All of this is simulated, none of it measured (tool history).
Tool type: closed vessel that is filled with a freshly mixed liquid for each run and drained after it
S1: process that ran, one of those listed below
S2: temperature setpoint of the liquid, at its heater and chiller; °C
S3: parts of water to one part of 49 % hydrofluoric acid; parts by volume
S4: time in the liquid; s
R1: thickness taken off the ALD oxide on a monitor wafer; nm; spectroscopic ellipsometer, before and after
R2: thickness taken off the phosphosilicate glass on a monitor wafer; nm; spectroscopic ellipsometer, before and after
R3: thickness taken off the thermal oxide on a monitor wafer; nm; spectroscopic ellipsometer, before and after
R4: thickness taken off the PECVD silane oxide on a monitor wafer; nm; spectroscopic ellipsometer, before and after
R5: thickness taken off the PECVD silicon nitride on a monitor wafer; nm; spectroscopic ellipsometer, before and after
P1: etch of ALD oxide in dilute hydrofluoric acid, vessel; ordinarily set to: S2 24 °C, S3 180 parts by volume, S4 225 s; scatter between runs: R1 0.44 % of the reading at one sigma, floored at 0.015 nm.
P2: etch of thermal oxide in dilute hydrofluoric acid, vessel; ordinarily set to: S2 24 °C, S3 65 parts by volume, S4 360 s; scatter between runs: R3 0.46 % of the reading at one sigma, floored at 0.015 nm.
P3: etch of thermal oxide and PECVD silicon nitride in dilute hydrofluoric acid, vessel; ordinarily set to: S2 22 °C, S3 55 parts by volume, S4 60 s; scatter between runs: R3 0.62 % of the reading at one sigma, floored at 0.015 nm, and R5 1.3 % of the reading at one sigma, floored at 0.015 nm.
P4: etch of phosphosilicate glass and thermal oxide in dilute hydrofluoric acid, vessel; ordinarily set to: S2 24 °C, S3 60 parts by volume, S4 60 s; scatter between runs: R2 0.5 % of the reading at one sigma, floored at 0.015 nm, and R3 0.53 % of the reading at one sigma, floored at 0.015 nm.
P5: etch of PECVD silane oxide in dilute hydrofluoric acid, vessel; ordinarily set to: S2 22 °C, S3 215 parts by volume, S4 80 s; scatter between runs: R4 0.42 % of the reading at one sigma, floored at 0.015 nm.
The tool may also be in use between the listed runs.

run 1 hour=8 | S1=P1 S2=24 S3=180 S4=225 | R1=12.871
run 2 hour=15.8 | S1=P1 S2=24 S3=180 S4=225 | R1=12.873
run 3 hour=27 | S1=P4 S2=24 S3=60 S4=30 | R2=105.94 R3=2.5886
run 4 hour=33.4 | S1=P5 S2=22 S3=215 S4=80 | R4=6.4576
run 5 hour=46.1 | S1=P1 S2=24 S3=80 S4=225 | R1=32.282
run 6 hour=55.6 | S1=P1 S2=24 S3=180 S4=340 | R1=19.436
run 7 hour=65.9 | S1=P1 S2=24 S3=180 S4=70 | R1=3.9667
run 8 hour=77.4 | S1=P1 S2=24 S3=180 S4=225 | R1=12.727
run 9 hour=84.4 | S1=P1 S2=24 S3=315 S4=225 | R1=6.3985
run 10 hour=92 | S1=P1 S2=24 S3=180 S4=225 | R1=12.772
run 11 hour=103.7 | S1=P5 S2=22 S3=375 S4=80 | R4=3.1758
run 12 hour=115.1 | S1=P2 S2=24 S3=65 S4=105 | R3=7.8102
run 13 hour=127.1 | S1=P1 S2=17.5 S3=180 S4=225 | R1=10.013
run 14 hour=139.9 | S1=P2 S2=24 S3=110 S4=360 | R3=15.065
run 15 hour=148.9 | S1=P1 S2=24 S3=80 S4=420 | R1=60.453
run 16 hour=159.5 | S1=P4 S2=28.5 S3=60 S4=60 | R2=255.7 R3=6.0955
run 17 hour=170.7 | S1=P3 S2=22 S3=80 S4=60 | R3=3.3437 R5=1.1092
run 18 hour=176.4 | S1=P1 S2=28 S3=180 S4=225 | R1=14.962
run 19 hour=183.7 | S1=P1 S2=17 S3=295 S4=225 | R1=5.4614
run 20 hour=191.7 | S1=P3 S2=22 S3=55 S4=100 | R3=8.3197 R5=2.6816
run 21 hour=201 | S1=P4 S2=24 S3=60 S4=60 | R2=215.4 R3=5.0958
run 22 hour=209.3 | S1=P1 S2=24 S3=180 S4=225 | R1=12.777
run 23 hour=218.8 | S1=P2 S2=29.5 S3=65 S4=360 | R3=33.703
run 24 hour=227.4 | S1=P3 S2=22 S3=55 S4=60 | R3=4.9335 R5=1.5638
run 25 hour=239.4 | S1=P4 S2=24 S3=105 S4=60 | R2=114.1 R3=2.7413
run 26 hour=250.5 | S1=P4 S2=24 S3=60 S4=60 | R2=213.7 R3=5.112
run 27 hour=258.9 | S1=P5 S2=22 S3=215 S4=30 | R4=2.4075
run 28 hour=271.9 | S1=P2 S2=24 S3=65 S4=360 | R3=27.008
-- hour=272.4 hydrofluoric acid flow meter replaced
run 29 hour=282.6 | S1=P3 S2=22 S3=55 S4=60 | R3=5.032 R5=1.5833
run 30 hour=290 | S1=P1 S2=24 S3=180 S4=225 | R1=12.898
run 31 hour=298.7 | S1=P1 S2=17 S3=180 S4=135 | R1=5.8239
run 32 hour=310 | S1=P5 S2=18 S3=215 S4=80 | R4=5.505
run 33 hour=318.2 | S1=P3 S2=17 S3=55 S4=60 | R3=4.0191 R5=1.1387
run 34 hour=327.9 | S1=P1 S2=24 S3=180 S4=225 | R1=12.755
run 35 hour=337.3 | S1=P1 S2=24 S3=180 S4=225 | R1=13.278
run 36 hour=344.5 | S1=P1 S2=24 S3=180 S4=225 | R1=13.42
run 37 hour=352.9 | S1=P1 S2=24 S3=180 S4=225 | R1=13.675
run 38 hour=361 | S1=P1 S2=24 S3=180 S4=225 | R1=13.791
run 39 hour=366.8 | S1=P1 S2=24 S3=180 S4=225 | R1=13.901
run 40 hour=377.6 | S1=P1 S2=24 S3=180 S4=225 | R1=13.851
run 41 hour=386.8 | S1=P1 S2=24 S3=180 S4=225 | R1=14.005
run 42 hour=395.5 | S1=P1 S2=24 S3=180 S4=225 | R1=13.872
run 43 hour=403.2 | S1=P1 S2=24 S3=180 S4=225 | R1=14.121
run 44 hour=415.3 | S1=P1 S2=24 S3=180 S4=225 | R1=13.942

Something has made what P1 gives creep away from where it was; the 2 causes below, each at its own stated size, fit the log equally well:
A: hydrofluoric acid flow above the setpoint (%) = 7.87
B: liquid hotter than its thermometer reads (K) = 2.45
The onset of the drift is placed at about hour 327.9.

Each of the check runs listed below is run on 2 wafers and reports their average, with the results left as question marks. Pick the one under which the possible causes would lead to clearly different results.
run check 1 hour=427.4 | S1=P2 S2=28.5 S3=105 S4=360 | R3=?
run check 2 hour=427.4 | S1=P5 S2=19 S3=335 S4=80 | R4=?
run check 3 hour=427.4 | S1=P3 S2=17 S3=55 S4=85 | R3=? R5=?
run check 4 hour=427.4 | S1=P4 S2=28 S3=100 S4=60 | R2=? R3=?

Outcome of each check run for each possible cause:
check=check_1 result=R3 if_A=20.564 if_B=20.677
check=check_2 result=R4 if_A=3.6268 if_B=3.5938
check=check_3 result=R3 if_A=6.2036 if_B=6.3607
check=check_3 result=R5 if_A=1.7193 if_B=1.8979
check=check_4 result=R2 if_A=155.23 if_B=156.3
check=check_4 result=R3 if_A=3.7211 if_B=3.7466
Distance between the nearest two causes, measured in the result of the check that separates them most: check 1 0.55 %; check 2 0.91 %; check 3 9.88 %; check 4 0.68 %
Check 3 distinguishes between the causes, while the remaining checks would return nearly the same result for all of them.

Running check 3 produced the following: R3 6.1501 nm; R5 1.7047 nm. Which one of the listed causes fits?

A is the cause: hydrofluoric acid flow above the setpoint (%).
